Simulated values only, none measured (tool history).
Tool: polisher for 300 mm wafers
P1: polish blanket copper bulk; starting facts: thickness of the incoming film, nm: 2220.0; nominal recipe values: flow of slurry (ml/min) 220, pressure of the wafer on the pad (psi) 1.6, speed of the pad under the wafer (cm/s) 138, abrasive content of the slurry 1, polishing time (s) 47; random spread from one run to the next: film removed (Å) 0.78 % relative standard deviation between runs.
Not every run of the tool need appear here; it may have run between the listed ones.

| run | hour | flow of slurry (ml/min) | pressure of the wafer on the pad (psi) | speed of the pad under the wafer (cm/s) | abrasive content of the slurry | polishing time (s) | film removed (Å) |
|---|---|---|---|---|---|---|---|
| 1 | 9.6 | 220 | 1.6 | 138 | 1 | 47 | 2950.5 |
| 2 | 23 | 220 | 1.6 | 138 | 1 | 47 | 2890.9 |
| 3 | 37.2 | 220 | 1.6 | 68 | 1 | 47 | 1437.2 |
| 4 | 52.8 | 220 | 1.6 | 138 | 1 | 47 | 2931 |
| 5 | 65.4 | 220 | 1.6 | 138 | 1.45 | 47 | 3161.5 |
| 6 | 76.1 | 220 | 1.6 | 210 | 1 | 47 | 4372.7 |
| 7 | 92 | 220 | 1.6 | 138 | 1 | 21 | 1297.2 |
| 8 | 102.5 | 285 | 1.6 | 138 | 1 | 47 | 3049.4 |
| 9 | 111.8 | 220 | 2.4 | 138 | 1 | 47 | 4393.6 |
| 10 | 123.3 | 220 | 1.6 | 138 | 1 | 47 | 2911.3 |
| 11 | 136.2 | 220 | 1.2 | 202 | 1 | 47 | 3229.7 |
| 12 | 145.6 | 220 | 1.6 | 138 | 0.6 | 47 | 2599.9 |
| 13 | 157.4 | 135 | 1.6 | 138 | 1 | 47 | 2705 |
| 14 | 173.4 | 220 | 1.1 | 138 | 1 | 47 | 1961.8 |
| 15 | 187.4 | 220 | 1.6 | 138 | 1 | 47 | 2906.8 |
| 16 | 196.9 | 220 | 1.6 | 138 | 1 | 69 | 4280.2 |
| 17 | 204.5 | 220 | 1.6 | 74 | 1 | 31 | 1026.9 |
| 18 | 219.3 | 220 | 2.4 | 80 | 1 | 47 | 2519.8 |
| 19 | 235.6 | 220 | 1.6 | 138 | 1 | 47 | 2907.8 |
| 20 | 246 | 220 | 1.6 | 138 | 1 | 47 | 2922.3 |
| 21 | 257.6 | 220 | 1.6 | 138 | 1 | 47 | 2830.5 |
|  | 267.3 | worn pad replaced by a new one |
| 22 | 269.5 | 220 | 1.6 | 138 | 1 | 47 | 2754 |
|  | 275.1 | head pressure recalibrated |
| 23 | 277 | 220 | 1.6 | 138 | 1 | 47 | 2730.1 |
| 24 | 286.8 | 220 | 1.6 | 138 | 1 | 47 | 2728 |
| 25 | 297.8 | 220 | 1.6 | 138 | 1 | 47 | 2718.2 |
| 26 | 305.3 | 220 | 1.6 | 138 | 1 | 47 | 2711.3 |

P1 has crept away from where it was. The log is fitted equally well by each of these 2 causes, at the sizes shown:
A: abrasive missing from the slurry, % = 30.1
B: slurry flow missing at the pad, % = 38.7
The process output started creeping at around hour 246.
What rules out each remaining cause:
removal rate lost through wear of the pad, %: was serviced at hour 267.3, once the creep was under way, yet the earlier output never came back
head's pressure below its setpoint, %: was serviced at hour 275.1, once the creep was under way, yet the earlier output never came back

Each of the check runs listed below is run on 5 wafers and reports their average, with the results left as question marks. Pick the one under which the possible causes would lead to clearly different results.
| check 1 | 312.8 | 220 | 1.6 | 138 | 0.65 | 47 | ? |
| check 2 | 312.8 | 220 | 1.6 | 78 | 1 | 47 | ? |
| check 3 | 312.8 | 220 | 1.6 | 102 | 1 | 22 | ? |
| check 4 | 312.8 | 150 | 1.6 | 138 | 1.3 | 47 | ? |

Predicted outcomes, by check and by cause:
| check | result | if A | if B |
|---|---|---|---|
| check 1 | film removed (Å) | 2483.4 | 2473.2 |
| check 2 | film removed (Å) | 1529.5 | 1529.4 |
| check 3 | film removed (Å) | 936.2 | 936.18 |
| check 4 | film removed (Å) | 2703.1 | 2625.6 |
Smallest distance between any two causes, each pair judged by its most separating result, in per cent: check 1 0.41 %; check 2 0 %; check 3 0 %; check 4 2.91 %
Of the check runs offered, only check 4 discriminates between the causes; the rest would read about the same regardless of which cause applies.

Check 4 was then run and gave: film removed (Å) 2696.2. Which cause is it?

Of the candidate causes, it is A: abrasive missing from the slurry, %.

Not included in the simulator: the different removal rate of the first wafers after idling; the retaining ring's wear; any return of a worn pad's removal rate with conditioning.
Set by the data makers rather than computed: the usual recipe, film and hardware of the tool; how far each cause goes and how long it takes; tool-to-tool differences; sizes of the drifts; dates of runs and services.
